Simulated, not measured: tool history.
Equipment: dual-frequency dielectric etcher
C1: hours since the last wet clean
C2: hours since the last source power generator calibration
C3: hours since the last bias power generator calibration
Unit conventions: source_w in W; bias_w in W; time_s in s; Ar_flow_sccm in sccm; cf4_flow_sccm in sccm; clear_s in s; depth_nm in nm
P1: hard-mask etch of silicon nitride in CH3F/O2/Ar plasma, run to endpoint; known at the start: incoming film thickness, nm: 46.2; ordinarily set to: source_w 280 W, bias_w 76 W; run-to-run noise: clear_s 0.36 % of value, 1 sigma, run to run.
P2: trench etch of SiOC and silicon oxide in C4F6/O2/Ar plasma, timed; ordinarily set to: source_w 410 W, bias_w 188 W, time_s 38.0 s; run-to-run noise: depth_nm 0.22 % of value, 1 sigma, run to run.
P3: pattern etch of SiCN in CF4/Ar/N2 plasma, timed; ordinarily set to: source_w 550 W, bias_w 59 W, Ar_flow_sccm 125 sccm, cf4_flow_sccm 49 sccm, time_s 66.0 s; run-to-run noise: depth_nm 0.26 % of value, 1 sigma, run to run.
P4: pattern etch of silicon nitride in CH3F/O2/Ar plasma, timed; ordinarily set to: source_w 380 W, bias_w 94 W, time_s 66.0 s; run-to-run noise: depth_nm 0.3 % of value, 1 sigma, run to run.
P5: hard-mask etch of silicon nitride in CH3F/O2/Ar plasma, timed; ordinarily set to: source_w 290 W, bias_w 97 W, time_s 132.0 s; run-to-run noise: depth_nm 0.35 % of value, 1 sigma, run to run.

{"run": 1, "hour": 5.2, "process": "P1", "source_w": 280, "bias_w": 76, "C1": 276.2, "C2": 2058.7, "C3": 2389.7, "clear_s": 74.797}
{"run": 2, "hour": 12.3, "process": "P5", "source_w": 190, "bias_w": 97, "time_s": 132.0, "C1": 283.3, "C2": 2065.8, "C3": 2396.8, "depth_nm": 75.089}
{"run": 3, "hour": 18.0, "process": "P3", "source_w": 550, "bias_w": 59, "time_s": 66.0, "Ar_flow_sccm": 125, "cf4_flow_sccm": 64, "C1": 289.0, "C2": 2071.5, "C3": 2402.5, "depth_nm": 59.574}
{"run": 4, "hour": 24.7, "process": "P5", "source_w": 290, "bias_w": 97, "time_s": 132.0, "C1": 295.7, "C2": 2078.2, "C3": 2409.2, "depth_nm": 87.747}
{"run": 5, "hour": 31.4, "process": "P1", "source_w": 280, "bias_w": 76, "C1": 302.4, "C2": 2084.9, "C3": 2415.9, "clear_s": 74.836}
{"run": 6, "hour": 40.6, "process": "P1", "source_w": 280, "bias_w": 76, "C1": 311.6, "C2": 2094.1, "C3": 2425.1, "clear_s": 74.678}
{"run": 7, "hour": 49.5, "process": "P4", "source_w": 380, "bias_w": 94, "time_s": 66.0, "C1": 320.5, "C2": 2103.0, "C3": 2434.0, "depth_nm": 50.558}
{"run": 8, "hour": 54.9, "process": "P3", "source_w": 550, "bias_w": 59, "time_s": 66.0, "Ar_flow_sccm": 125, "cf4_flow_sccm": 49, "C1": 325.9, "C2": 2108.4, "C3": 2439.4, "depth_nm": 56.687}
{"run": 9, "hour": 61.3, "process": "P4", "source_w": 380, "bias_w": 94, "time_s": 66.0, "C1": 332.3, "C2": 2114.8, "C3": 2445.8, "depth_nm": 50.873}
{"run": 10, "hour": 71.0, "process": "P1", "source_w": 370, "bias_w": 47, "C1": 342.0, "C2": 2124.5, "C3": 2455.5, "clear_s": 78.217}
{"run": 11, "hour": 78.9, "process": "P5", "source_w": 290, "bias_w": 97, "time_s": 132.0, "C1": 349.9, "C2": 2132.4, "C3": 2463.4, "depth_nm": 87.965}
{"run": 12, "hour": 84.5, "process": "P2", "source_w": 410, "bias_w": 188, "time_s": 38.0, "C1": 355.5, "C2": 2138.0, "C3": 2469.0, "depth_nm": 77.648}
{"run": 13, "hour": 94.3, "process": "P1", "source_w": 280, "bias_w": 56, "C1": 365.3, "C2": 2147.8, "C3": 2478.8, "clear_s": 82.523}
{"run": 14, "hour": 103.8, "process": "P5", "source_w": 290, "bias_w": 71, "time_s": 132.0, "C1": 374.8, "C2": 2157.3, "C3": 2488.3, "depth_nm": 78.032}
{"run": 15, "hour": 111.4, "process": "P2", "source_w": 410, "bias_w": 188, "time_s": 25.0, "C1": 382.4, "C2": 2164.9, "C3": 2495.9, "depth_nm": 51.193}
{"hour": 114.6, "done": "wet clean of the chamber"}
{"run": 16, "hour": 117.1, "process": "P1", "source_w": 220, "bias_w": 76, "C1": 2.6, "C2": 2170.6, "C3": 2501.6, "clear_s": 81.852}
{"run": 17, "hour": 122.4, "process": "P3", "source_w": 550, "bias_w": 42, "time_s": 66.0, "Ar_flow_sccm": 125, "cf4_flow_sccm": 49, "C1": 7.9, "C2": 2175.9, "C3": 2506.9, "depth_nm": 50.176}
{"run": 18, "hour": 132.4, "process": "P1", "source_w": 280, "bias_w": 76, "C1": 17.9, "C2": 2185.9, "C3": 2516.9, "clear_s": 75.05}
{"run": 19, "hour": 140.4, "process": "P3", "source_w": 730, "bias_w": 59, "time_s": 66.0, "Ar_flow_sccm": 125, "cf4_flow_sccm": 49, "C1": 25.9, "C2": 2193.9, "C3": 2524.9, "depth_nm": 72.283}
{"run": 20, "hour": 150.9, "process": "P2", "source_w": 250, "bias_w": 188, "time_s": 38.0, "C1": 36.4, "C2": 2204.4, "C3": 2535.4, "depth_nm": 64.387}
{"run": 21, "hour": 155.7, "process": "P3", "source_w": 550, "bias_w": 59, "time_s": 66.0, "Ar_flow_sccm": 84, "cf4_flow_sccm": 49, "C1": 41.2, "C2": 2209.2, "C3": 2540.2, "depth_nm": 60.868}
{"run": 22, "hour": 164.1, "process": "P1", "source_w": 220, "bias_w": 57, "C1": 49.6, "C2": 2217.6, "C3": 2548.6, "clear_s": 90.53}
{"run": 23, "hour": 172.9, "process": "P1", "source_w": 280, "bias_w": 76, "C1": 58.4, "C2": 2226.4, "C3": 2557.4, "clear_s": 74.225}
{"run": 24, "hour": 181.2, "process": "P3", "source_w": 550, "bias_w": 59, "time_s": 36.5, "Ar_flow_sccm": 125, "cf4_flow_sccm": 49, "C1": 66.7, "C2": 2234.7, "C3": 2565.7, "depth_nm": 31.392}
{"run": 25, "hour": 186.7, "process": "P3", "source_w": 550, "bias_w": 59, "time_s": 66.0, "Ar_flow_sccm": 125, "cf4_flow_sccm": 49, "C1": 72.2, "C2": 2240.2, "C3": 2571.2, "depth_nm": 56.801}
{"run": 26, "hour": 192.7, "process": "P4", "source_w": 380, "bias_w": 73, "time_s": 66.0, "C1": 78.2, "C2": 2246.2, "C3": 2577.2, "depth_nm": 46.673}
{"run": 27, "hour": 202.7, "process": "P1", "source_w": 360, "bias_w": 76, "C1": 88.2, "C2": 2256.2, "C3": 2587.2, "clear_s": 67.977}
{"run": 28, "hour": 211.0, "process": "P5", "source_w": 290, "bias_w": 97, "time_s": 184.5, "C1": 96.5, "C2": 2264.5, "C3": 2595.5, "depth_nm": 123.17}
{"run": 29, "hour": 218.0, "process": "P4", "source_w": 500, "bias_w": 94, "time_s": 66.0, "C1": 103.5, "C2": 2271.5, "C3": 2602.5, "depth_nm": 56.452}
{"run": 30, "hour": 225.4, "process": "P1", "source_w": 280, "bias_w": 104, "C1": 110.9, "C2": 2278.9, "C3": 2609.9, "clear_s": 66.595}
{"run": 31, "hour": 231.4, "process": "P4", "source_w": 380, "bias_w": 94, "time_s": 51.0, "C1": 116.9, "C2": 2284.9, "C3": 2615.9, "depth_nm": 39.487}
{"run": 32, "hour": 238.6, "process": "P1", "source_w": 280, "bias_w": 76, "C1": 124.1, "C2": 2292.1, "C3": 2623.1, "clear_s": 74.853}
{"run": 33, "hour": 243.8, "process": "P2", "source_w": 410, "bias_w": 148, "time_s": 38.0, "C1": 129.3, "C2": 2297.3, "C3": 2628.3, "depth_nm": 72.055}
{"run": 34, "hour": 250.6, "process": "P1", "source_w": 180, "bias_w": 61, "C1": 136.1, "C2": 2304.1, "C3": 2635.1, "clear_s": 95.348}
{"run": 35, "hour": 257.0, "process": "P1", "source_w": 280, "bias_w": 76, "C1": 142.5, "C2": 2310.5, "C3": 2641.5, "clear_s": 74.415}
{"run": 36, "hour": 264.4, "process": "P1", "source_w": 280, "bias_w": 76, "C1": 149.9, "C2": 2317.9, "C3": 2648.9, "clear_s": 75.52}
{"run": 37, "hour": 274.7, "process": "P1", "source_w": 280, "bias_w": 76, "C1": 160.2, "C2": 2328.2, "C3": 2659.2, "clear_s": 75.494}
{"run": 38, "hour": 279.8, "process": "P1", "source_w": 280, "bias_w": 76, "C1": 165.3, "C2": 2333.3, "C3": 2664.3, "clear_s": 75.885}
{"run": 39, "hour": 284.9, "process": "P1", "source_w": 280, "bias_w": 76, "C1": 170.4, "C2": 2338.4, "C3": 2669.4, "clear_s": 75.903}
{"hour": 285.2, "done": "wet clean of the chamber"}
{"run": 40, "hour": 291.6, "process": "P1", "source_w": 280, "bias_w": 76, "C1": 6.4, "C2": 2345.1, "C3": 2676.1, "clear_s": 75.944}
{"run": 41, "hour": 296.3, "process": "P1", "source_w": 280, "bias_w": 76, "C1": 11.1, "C2": 2349.8, "C3": 2680.8, "clear_s": 75.81}
{"run": 42, "hour": 302.5, "process": "P1", "source_w": 280, "bias_w": 76, "C1": 17.3, "C2": 2356.0, "C3": 2687.0, "clear_s": 75.862}
{"run": 43, "hour": 307.9, "process": "P1", "source_w": 280, "bias_w": 76, "C1": 22.7, "C2": 2361.4, "C3": 2692.4, "clear_s": 76.639}

The log shows P1 creeping away from where it was. Any of the 2 causes listed here, at the size stated for it, fits the log just as well as the others:
A: source power that arrives under what is set, % = 4.67
B: bias power that arrives under what is set, % = 4.94
The creep began at about hour 257.0.
All other causes, with the reason each is excluded:
chamber walls in a state that lowers the etch rate, %: serviced at hour 285.2, after the change had begun; the process did not return to its earlier output

Which of the 4 check runs listed below separates the causes, so that each cause would produce a clearly different result? Each run uses one wafer, and its results are marked with question marks.
{"run": "check 1", "hour": 313.3, "process": "P2", "source_w": 410, "bias_w": 188, "time_s": 38.0, "depth_nm": "?"}
{"run": "check 2", "hour": 313.3, "process": "P5", "source_w": 290, "bias_w": 97, "time_s": 132.0, "depth_nm": "?"}
{"run": "check 3", "hour": 313.3, "process": "P4", "source_w": 380, "bias_w": 94, "time_s": 66.0, "depth_nm": "?"}
{"run": "check 4", "hour": 313.3, "process": "P3", "source_w": 550, "bias_w": 59, "time_s": 66.0, "Ar_flow_sccm": 125, "cf4_flow_sccm": 49, "depth_nm": "?"}

Outcome of each check run for each possible cause:
check=check_1 result=depth_nm if_A=76.377 if_B=76.568
check=check_2 result=depth_nm if_A=86.261 if_B=86.166
check=check_3 result=depth_nm if_A=50.007 if_B=49.981
check=check_4 result=depth_nm if_A=54.415 if_B=55.710
Per check, the gap between the least separated pair of causes, taken in the result that splits them most: check 1 0.25 %; check 2 0.11 %; check 3 0.05 %; check 4 2.35 %
Only in check 4 would the causes give clearly different results; in the remaining checks their results would be nearly the same.

After running check 4, the following was obtained: depth_nm 54.561 nm. Which cause does this point to?

Of the candidate causes, it is A: source power that arrives under what is set, %.
